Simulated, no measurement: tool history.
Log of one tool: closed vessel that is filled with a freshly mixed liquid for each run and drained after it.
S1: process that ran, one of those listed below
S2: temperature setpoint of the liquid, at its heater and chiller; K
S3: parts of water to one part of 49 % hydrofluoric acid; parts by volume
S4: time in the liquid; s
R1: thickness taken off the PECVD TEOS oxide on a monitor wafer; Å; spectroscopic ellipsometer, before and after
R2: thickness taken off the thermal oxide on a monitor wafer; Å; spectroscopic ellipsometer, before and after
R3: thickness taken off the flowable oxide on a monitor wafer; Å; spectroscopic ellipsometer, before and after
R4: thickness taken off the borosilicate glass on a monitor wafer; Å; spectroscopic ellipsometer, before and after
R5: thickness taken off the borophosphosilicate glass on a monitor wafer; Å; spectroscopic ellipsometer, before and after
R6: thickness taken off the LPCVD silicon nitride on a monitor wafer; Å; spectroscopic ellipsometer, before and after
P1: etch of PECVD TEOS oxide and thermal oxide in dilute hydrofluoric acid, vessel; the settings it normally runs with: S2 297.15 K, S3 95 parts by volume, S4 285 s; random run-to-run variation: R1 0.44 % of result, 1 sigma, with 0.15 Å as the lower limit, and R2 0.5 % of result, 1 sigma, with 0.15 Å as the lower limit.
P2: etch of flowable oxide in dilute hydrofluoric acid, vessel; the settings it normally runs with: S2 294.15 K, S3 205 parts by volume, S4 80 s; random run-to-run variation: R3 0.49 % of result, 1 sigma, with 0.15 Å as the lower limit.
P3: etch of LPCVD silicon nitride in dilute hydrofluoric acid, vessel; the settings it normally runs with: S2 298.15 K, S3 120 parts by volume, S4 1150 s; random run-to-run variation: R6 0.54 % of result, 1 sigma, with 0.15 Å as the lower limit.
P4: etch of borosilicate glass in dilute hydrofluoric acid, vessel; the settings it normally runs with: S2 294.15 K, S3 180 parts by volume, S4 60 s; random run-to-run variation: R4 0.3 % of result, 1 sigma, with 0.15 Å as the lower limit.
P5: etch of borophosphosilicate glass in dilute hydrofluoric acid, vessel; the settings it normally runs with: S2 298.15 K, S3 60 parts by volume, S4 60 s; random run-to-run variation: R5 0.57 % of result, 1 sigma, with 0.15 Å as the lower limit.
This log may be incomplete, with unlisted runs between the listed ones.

Run 1, hour 6.2: S1 P1, S2 297.15 K, S3 95 parts by volume, S4 285 s. Result: R1 495.67 Å, R2 143.15 Å.
Run 2, hour 13.8: S1 P2, S2 299.65 K, S3 205 parts by volume, S4 80 s. Result: R3 86.069 Å.
Run 3, hour 20.7: S1 P2, S2 294.15 K, S3 205 parts by volume, S4 30 s. Result: R3 25.815 Å.
Run 4, hour 27: S1 P4, S2 290.15 K, S3 180 parts by volume, S4 60 s. Result: R4 70.571 Å.
Run 5, hour 33.1: S1 P1, S2 297.15 K, S3 95 parts by volume, S4 555 s. Result: R1 957.88 Å, R2 281.58 Å.
Run 6, hour 42.7: S1 P4, S2 294.15 K, S3 180 parts by volume, S4 60 s. Result: R4 81.956 Å.
Run 7, hour 48: S1 P1, S2 302.65 K, S3 95 parts by volume, S4 285 s. Result: R1 610.48 Å, R2 176.57 Å.
Run 8, hour 56: S1 P1, S2 297.15 K, S3 95 parts by volume, S4 130 s. Result: R1 225.62 Å, R2 65.429 Å.
Run 9, hour 62.3: S1 P5, S2 298.15 K, S3 60 parts by volume, S4 30 s. Result: R5 296.69 Å.
Run 10, hour 68: S1 P1, S2 297.15 K, S3 95 parts by volume, S4 285 s. Result: R1 493.2 Å, R2 144.91 Å.
Run 11, hour 72.5: S1 P5, S2 298.15 K, S3 60 parts by volume, S4 60 s. Result: R5 585.44 Å.
Run 12, hour 77.6: S1 P1, S2 297.15 K, S3 150 parts by volume, S4 540 s. Result: R1 551.83 Å, R2 161.37 Å.
Run 13, hour 87.8: S1 P4, S2 294.15 K, S3 180 parts by volume, S4 30 s. Result: R4 41.46 Å.
Run 14, hour 94.7: S1 P1, S2 297.15 K, S3 95 parts by volume, S4 285 s. Result: R1 492.23 Å, R2 143.05 Å.
Run 15, hour 99.2: S1 P3, S2 292.15 K, S3 120 parts by volume, S4 1150 s. Result: R6 36.682 Å.
Run 16, hour 107.4: S1 P5, S2 305.15 K, S3 60 parts by volume, S4 60 s. Result: R5 786.67 Å.
Run 17, hour 111.8: S1 P1, S2 293.15 K, S3 95 parts by volume, S4 285 s. Result: R1 420.88 Å, R2 122.55 Å.
Run 18, hour 118.1: S1 P2, S2 294.15 K, S3 340 parts by volume, S4 80 s. Result: R3 37.31 Å.
Run 19, hour 124.1: S1 P5, S2 298.15 K, S3 60 parts by volume, S4 60 s. Result: R5 584.96 Å.
Run 20, hour 130.9: S1 P1, S2 297.15 K, S3 20 parts by volume, S4 285 s. Result: R1 2560.8 Å, R2 754.48 Å.
Run 21, hour 135.4: S1 P1, S2 297.15 K, S3 95 parts by volume, S4 285 s. Result: R1 492.64 Å, R2 144.22 Å.
Run 22, hour 141.9: S1 P4, S2 294.15 K, S3 255 parts by volume, S4 60 s. Result: R4 54.177 Å.
Run 23, hour 148.6: S1 P1, S2 297.15 K, S3 155 parts by volume, S4 285 s. Result: R1 281.11 Å, R2 81.526 Å.
Run 24, hour 153.9: S1 P1, S2 297.15 K, S3 95 parts by volume, S4 285 s. Result: R1 494.1 Å, R2 143.18 Å.
Run 25, hour 162.1: S1 P3, S2 298.15 K, S3 170 parts by volume, S4 1150 s. Result: R6 38.275 Å.
Run 26, hour 169.7: S1 P3, S2 298.15 K, S3 120 parts by volume, S4 1790 s. Result: R6 84.622 Å.
Run 27, hour 176.1: S1 P4, S2 294.15 K, S3 180 parts by volume, S4 60 s. Result: R4 82.814 Å.
Run 28, hour 184.2: S1 P3, S2 298.15 K, S3 120 parts by volume, S4 1150 s. Result: R6 54.283 Å.
Run 29, hour 192.7: S1 P1, S2 305.15 K, S3 95 parts by volume, S4 400 s. Result: R1 939.8 Å, R2 274.96 Å.
Run 30, hour 198.1: S1 P5, S2 298.15 K, S3 25 parts by volume, S4 60 s. Result: R5 1503.8 Å.
Run 31, hour 207.7: S1 P1, S2 297.15 K, S3 95 parts by volume, S4 285 s. Result: R1 494.73 Å, R2 142.14 Å.
Run 32, hour 216.3: S1 P2, S2 294.15 K, S3 205 parts by volume, S4 80 s. Result: R3 70.387 Å.
Run 33, hour 220.8: S1 P1, S2 297.15 K, S3 95 parts by volume, S4 285 s. Result: R1 490.93 Å, R2 143.27 Å.
Run 34, hour 229.8: S1 P1, S2 297.15 K, S3 95 parts by volume, S4 285 s. Result: R1 507.53 Å, R2 148.12 Å.
Run 35, hour 234.5: S1 P1, S2 297.15 K, S3 95 parts by volume, S4 285 s. Result: R1 511.38 Å, R2 148.16 Å.
Run 36, hour 241.3: S1 P1, S2 297.15 K, S3 95 parts by volume, S4 285 s. Result: R1 513.08 Å, R2 150.82 Å.
Run 37, hour 248.9: S1 P1, S2 297.15 K, S3 95 parts by volume, S4 285 s. Result: R1 520.1 Å, R2 151.11 Å.
Run 38, hour 258.9: S1 P1, S2 297.15 K, S3 95 parts by volume, S4 285 s. Result: R1 526.77 Å, R2 151.63 Å.
Run 39, hour 269.1: S1 P1, S2 297.15 K, S3 95 parts by volume, S4 285 s. Result: R1 526.26 Å, R2 153.32 Å.
Run 40, hour 278.8: S1 P1, S2 297.15 K, S3 95 parts by volume, S4 285 s. Result: R1 523.3 Å, R2 154 Å.
Run 41, hour 284.3: S1 P1, S2 297.15 K, S3 95 parts by volume, S4 285 s. Result: R1 527.88 Å, R2 155.11 Å.
Run 42, hour 290.6: S1 P1, S2 297.15 K, S3 95 parts by volume, S4 285 s. Result: R1 528.26 Å, R2 153.66 Å.
Run 43, hour 296.2: S1 P1, S2 297.15 K, S3 95 parts by volume, S4 285 s. Result: R1 530.43 Å, R2 153.47 Å.
Run 44, hour 305.5: S1 P1, S2 297.15 K, S3 95 parts by volume, S4 285 s. Result: R1 531.18 Å, R2 155.01 Å.

P1 has crept away from where it was. The log is fitted equally well by each of these 2 causes, at the sizes shown:
A: hydrofluoric acid flow above the setpoint (%) = 6.6
B: liquid hotter than its thermometer reads (K) = 1.81
The process output started creeping at around hour 220.8.

The check runs listed below each take one wafer, and their results are still question marks. Under which run would the listed causes lead to clearly different results?
Run check 1, hour 314.8: S1 P3, S2 298.15 K, S3 120 parts by volume, S4 1150 s. Result: R6 ?.
Run check 2, hour 314.8: S1 P4, S2 294.15 K, S3 180 parts by volume, S4 60 s. Result: R4 ?.
Run check 3, hour 314.8: S1 P2, S2 294.15 K, S3 205 parts by volume, S4 80 s. Result: R3 ?.
Run check 4, hour 314.8: S1 P5, S2 298.15 K, S3 60 parts by volume, S4 60 s. Result: R5 ?.

If the cause were each of the candidates in turn, the checks would give the following:
  check  result    if A    if B
check 1      R6  57.969  61.124
check 2      R4  89.067  88.527
check 3      R3  75.592  74.958
check 4      R5  634.46  636.97
Separation of the two closest causes in each check, using whichever result separates them best: check 1 5.3 %; check 2 0.61 %; check 3 0.84 %; check 4 0.39 %
Check 1 distinguishes between the causes, while the remaining checks would return nearly the same result for all of them.

Here is what check 1 returned: R6 60.969 Å. Which cause is it?

The cause is B: liquid hotter than its thermometer reads (K).

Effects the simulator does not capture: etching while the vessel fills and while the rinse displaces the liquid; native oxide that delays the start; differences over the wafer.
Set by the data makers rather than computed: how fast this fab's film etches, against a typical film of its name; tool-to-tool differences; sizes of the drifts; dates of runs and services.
